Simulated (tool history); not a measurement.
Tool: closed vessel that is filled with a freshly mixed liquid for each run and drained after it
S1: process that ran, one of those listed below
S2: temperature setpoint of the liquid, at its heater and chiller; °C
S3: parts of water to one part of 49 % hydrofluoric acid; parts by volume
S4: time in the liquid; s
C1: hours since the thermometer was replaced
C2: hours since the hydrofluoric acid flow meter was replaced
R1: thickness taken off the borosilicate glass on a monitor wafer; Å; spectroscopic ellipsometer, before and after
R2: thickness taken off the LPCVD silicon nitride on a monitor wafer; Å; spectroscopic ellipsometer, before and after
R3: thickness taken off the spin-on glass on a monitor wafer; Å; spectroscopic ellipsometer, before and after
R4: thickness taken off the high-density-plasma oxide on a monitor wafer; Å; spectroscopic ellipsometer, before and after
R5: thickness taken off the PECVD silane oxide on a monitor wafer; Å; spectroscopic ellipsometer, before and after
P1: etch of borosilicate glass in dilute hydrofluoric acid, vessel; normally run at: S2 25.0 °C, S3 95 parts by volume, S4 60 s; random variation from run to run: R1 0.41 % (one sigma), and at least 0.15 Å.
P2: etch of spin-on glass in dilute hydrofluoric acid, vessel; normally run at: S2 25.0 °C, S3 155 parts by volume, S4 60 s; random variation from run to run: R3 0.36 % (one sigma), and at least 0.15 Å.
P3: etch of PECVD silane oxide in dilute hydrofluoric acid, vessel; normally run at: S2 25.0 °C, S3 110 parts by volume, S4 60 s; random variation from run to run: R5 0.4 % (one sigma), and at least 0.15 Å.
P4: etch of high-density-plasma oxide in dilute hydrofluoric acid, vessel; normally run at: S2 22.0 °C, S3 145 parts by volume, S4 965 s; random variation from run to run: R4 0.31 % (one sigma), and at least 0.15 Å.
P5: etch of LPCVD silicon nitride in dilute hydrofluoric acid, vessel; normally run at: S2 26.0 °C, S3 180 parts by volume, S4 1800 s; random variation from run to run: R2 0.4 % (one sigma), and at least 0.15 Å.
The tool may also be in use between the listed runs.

run,hour,S1,S2,S3,S4,C1,C2,R1,R2,R3,R4,R5
1,6.9,P1,25.0,95,60,307.0,1669.8,248.79,,,,
2,14.3,P5,31.0,180,1800,314.4,1677.2,,69.980,,,
3,25.6,P5,26.0,45,1800,325.7,1688.5,,202.560,,,
4,33.9,P1,25.0,95,30,334.0,1696.8,123.45,,,,
5,41.6,P1,25.0,155,85,341.7,1704.5,201.18,,,,
6,50.1,P1,25.0,95,100,350.2,1713.0,413.37,,,,
7,63.3,P2,25.0,155,60,363.4,1726.2,,,104.830,,
8,70.8,P4,17.5,145,965,370.9,1733.7,,,,260.700,
9,76.8,P3,25.0,110,30,376.9,1739.7,,,,,80.217
10,86.0,P1,25.0,95,60,386.1,1748.9,248.36,,,,
11,97.8,P1,17.0,95,60,397.9,1760.7,179.06,,,,
12,110.0,P1,25.0,145,60,410.1,1772.9,153.37,,,,
13,122.8,P1,25.0,95,60,422.9,1785.7,247.85,,,,
14,134.3,P2,17.5,155,60,434.4,1797.2,,,77.615,,
15,148.1,P2,25.0,155,60,448.2,1811.0,,,105.550,,
16,161.1,P4,22.0,145,965,461.2,1824.0,,,,312.700,
17,174.8,P1,25.0,95,60,474.9,1837.7,248.89,,,,
18,186.5,P4,22.0,145,150,486.6,1849.4,,,,48.741,
19,194.9,P1,25.0,145,105,495.0,1857.8,266.53,,,,
20,203.4,P1,32.5,95,60,503.5,1866.3,331.15,,,,
21,211.0,P1,25.0,95,60,511.1,1873.9,250.11,,,,
22,218.4,P1,25.0,40,60,518.5,1881.3,637.23,,,,
23,224.6,P2,25.0,55,60,524.7,1887.5,,,335.280,,
24,233.6,P4,22.0,40,965,533.7,1896.5,,,,1284.500,
25,244.6,P5,26.0,180,380,544.7,1907.5,,10.633,,,
26,250.9,P3,25.0,70,60,551.0,1913.8,,,,,265.240
27,263.8,P5,26.0,180,1800,563.9,1926.7,,51.420,,,
28,273.3,P3,25.0,110,60,573.4,1936.2,,,,,159.650
29,281.9,P2,25.0,155,115,582.0,1944.8,,,201.870,,
30,288.8,P5,26.0,180,1800,588.9,1951.7,,51.558,,,
31,300.7,P3,31.5,110,60,600.8,1963.6,,,,,205.500
32,309.7,P4,22.0,145,965,609.8,1972.6,,,,313.540,
33,318.9,P1,25.0,95,60,619.0,1981.8,248.04,,,,
34,327.0,P1,25.0,95,60,627.1,1989.9,255.67,,,,
35,333.8,P1,25.0,95,60,633.9,1996.7,261.95,,,,
36,343.9,P1,25.0,95,60,644.0,2006.8,265.82,,,,
37,356.3,P1,25.0,95,60,656.4,2019.2,269.43,,,,
38,367.0,P1,25.0,95,60,667.1,2029.9,270.05,,,,
39,379.3,P1,25.0,95,60,679.4,2042.2,268.86,,,,

What P1 gives has crept away from where it was. These 2 causes fit the log equally well, each at the size given:
A: liquid hotter than its thermometer reads (K) = 2.16
B: hydrofluoric acid flow above the setpoint (%) = 7.81
The creep began at about hour 318.9.

4 check runs are offered, one wafer each, their results left as question marks. Which one tells the causes apart?
check 1,391.6,P4,22.0,95,560,,,,,,?,
check 2,391.6,P3,25.0,110,35,,,,,,,?
check 3,391.6,P5,26.0,100,1800,,,,?,,,
check 4,391.6,P2,19.5,155,60,,,,,?,,

What each check would give under each cause:
check,result,if A,if B
check 1,R4,320.220,319.180
check 2,R5,101.610,101.800
check 3,R2,106.400,99.785
check 4,R3,92.139,92.285
How far apart the two closest causes lie, in the result that separates them most: check 1 0.33 %; check 2 0.18 %; check 3 6.42 %; check 4 0.16 %
Check 3 tells the causes apart: in the others they would give nearly the same result.

Then check 3 was run and gave: R2 106.130 Å. Which cause is it?

It is A: liquid hotter than its thermometer reads (K).
